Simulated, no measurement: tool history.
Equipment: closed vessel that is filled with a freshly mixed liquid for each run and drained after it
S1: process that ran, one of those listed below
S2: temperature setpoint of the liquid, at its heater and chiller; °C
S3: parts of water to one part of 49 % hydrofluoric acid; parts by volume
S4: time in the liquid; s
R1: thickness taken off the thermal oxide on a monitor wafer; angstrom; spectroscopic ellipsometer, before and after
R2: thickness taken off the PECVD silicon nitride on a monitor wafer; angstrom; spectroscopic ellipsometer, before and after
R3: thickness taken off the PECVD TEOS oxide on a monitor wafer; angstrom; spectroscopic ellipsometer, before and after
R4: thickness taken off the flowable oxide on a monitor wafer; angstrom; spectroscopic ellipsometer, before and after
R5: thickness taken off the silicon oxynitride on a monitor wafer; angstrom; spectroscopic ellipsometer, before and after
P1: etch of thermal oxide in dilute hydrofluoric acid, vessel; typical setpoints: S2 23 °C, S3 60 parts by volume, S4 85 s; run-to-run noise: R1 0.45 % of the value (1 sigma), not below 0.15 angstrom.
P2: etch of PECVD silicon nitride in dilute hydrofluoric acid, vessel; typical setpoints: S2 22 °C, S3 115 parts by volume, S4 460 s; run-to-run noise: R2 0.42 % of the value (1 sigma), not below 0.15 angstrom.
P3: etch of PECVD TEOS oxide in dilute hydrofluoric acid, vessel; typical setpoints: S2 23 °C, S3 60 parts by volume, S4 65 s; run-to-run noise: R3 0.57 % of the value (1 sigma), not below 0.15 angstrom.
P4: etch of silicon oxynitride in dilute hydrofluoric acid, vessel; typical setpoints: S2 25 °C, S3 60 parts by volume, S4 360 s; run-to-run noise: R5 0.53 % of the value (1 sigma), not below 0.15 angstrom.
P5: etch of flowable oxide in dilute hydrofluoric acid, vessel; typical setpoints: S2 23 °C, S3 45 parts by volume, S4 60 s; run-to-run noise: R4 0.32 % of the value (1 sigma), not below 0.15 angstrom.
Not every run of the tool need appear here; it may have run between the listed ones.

run,hour,S1,S2,S3,S4,R1,R2,R3,R4,R5
1,7.3,P1,23,60,85,67.663,,,,
2,14.5,P2,17,115,460,,85.95,,,
3,19.3,P1,23,60,85,67.758,,,,
4,23.9,P1,29.5,30,85,182.94,,,,
5,32.7,P3,17,60,65,,,244.57,,
6,41.6,P5,23,20,60,,,,839.25,
7,50.8,P3,23,60,30,,,143.86,,
8,57.5,P4,25,105,360,,,,,115.75
9,62.8,P3,23,60,65,,,313.1,,
10,67.8,P2,22,115,155,,40.883,,,
11,74.2,P5,23,45,60,,,,361.55,
12,81.6,P4,25,60,360,,,,,209.77
13,88.2,P1,23,60,85,67.597,,,,
14,96.7,P1,23,105,135,57.911,,,,
15,104.5,P5,23,45,105,,,,633.16,
16,114.3,P1,26.5,60,85,77.418,,,,
17,121.2,P5,23,45,60,,,,362.67,
18,128.1,P2,22,115,460,,121.02,,,
19,134.5,P1,23,60,85,67.165,,,,
20,142,P2,22,115,460,,121.46,,,
21,147.1,P3,23,60,65,,,314.36,,
22,154.7,P3,23,85,65,,,213.27,,
23,163.7,P4,32,60,360,,,,,290.32
24,168,P1,23,100,85,38.337,,,,
25,176,P1,23,60,125,98.642,,,,
26,184.7,P1,23,25,85,169.67,,,,
27,189.2,P5,29.5,45,60,,,,472.83,
28,197.5,P4,25,60,200,,,,,116.7
29,205.5,P2,22,190,460,,73.598,,,
30,212,P1,19.5,60,85,58.617,,,,
31,217.8,P1,23,60,30,23.675,,,,
32,225.3,P1,23,60,85,66.904,,,,
33,231.8,P1,23,60,85,68.967,,,,
34,236.9,P1,23,60,85,70.578,,,,
35,243,P1,23,60,85,72.418,,,,
36,252.5,P1,23,60,85,72.45,,,,
37,257.2,P1,23,60,85,73.669,,,,
38,266.6,P1,23,60,85,73.759,,,,
39,271.9,P1,23,60,85,74.067,,,,

Estimate the outcome of run 40 from the log above:
40,277.3,P1,23,60,85,?,,,,

{"run 40": {"R1": 74.093}}

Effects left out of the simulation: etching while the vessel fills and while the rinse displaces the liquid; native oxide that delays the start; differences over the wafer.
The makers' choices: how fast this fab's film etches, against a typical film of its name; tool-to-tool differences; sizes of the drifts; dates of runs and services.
